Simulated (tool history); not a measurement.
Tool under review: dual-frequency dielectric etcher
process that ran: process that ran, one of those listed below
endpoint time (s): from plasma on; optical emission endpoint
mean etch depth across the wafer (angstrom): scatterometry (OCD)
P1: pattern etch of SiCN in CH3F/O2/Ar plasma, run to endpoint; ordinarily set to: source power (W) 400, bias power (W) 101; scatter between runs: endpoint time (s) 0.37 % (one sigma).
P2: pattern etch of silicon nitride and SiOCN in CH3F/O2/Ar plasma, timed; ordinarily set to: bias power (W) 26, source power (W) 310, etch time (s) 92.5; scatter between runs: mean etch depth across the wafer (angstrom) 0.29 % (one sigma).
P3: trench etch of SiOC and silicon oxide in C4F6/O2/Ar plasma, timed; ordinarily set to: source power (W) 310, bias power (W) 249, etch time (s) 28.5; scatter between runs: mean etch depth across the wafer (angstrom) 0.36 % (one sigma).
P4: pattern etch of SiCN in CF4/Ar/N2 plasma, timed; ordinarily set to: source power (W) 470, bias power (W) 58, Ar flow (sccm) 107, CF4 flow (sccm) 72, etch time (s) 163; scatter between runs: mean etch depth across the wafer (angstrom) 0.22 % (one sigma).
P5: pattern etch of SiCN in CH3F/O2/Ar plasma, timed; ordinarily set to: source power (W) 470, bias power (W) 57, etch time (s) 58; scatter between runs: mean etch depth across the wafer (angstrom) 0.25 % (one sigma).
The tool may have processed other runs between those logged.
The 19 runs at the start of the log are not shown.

run,hour,process that ran,source power (W),bias power (W),etch time (s),Ar flow (sccm),CF4 flow (sccm),endpoint time (s),mean etch depth across the wafer (angstrom)
20,205.3,P3,430,249,28.5,,,,661.7
21,213.6,P4,470,58,126.5,107,72,,1063.1
22,227.9,P1,400,101,,,,19.666,
23,239.1,P2,310,26,57.5,,,,75.606
24,247.5,P1,510,101,,,,17.942,
25,256.4,P5,470,57,58,,,,214.79
26,268,P5,470,57,58,,,,214.87
27,282.2,P3,310,249,41.5,,,,849.37

Run 28 comes next. What will it give?
28,291.4,P4,470,58,163,107,72,,?

Run 28 measured mean etch depth across the wafer (angstrom) 1374.7.
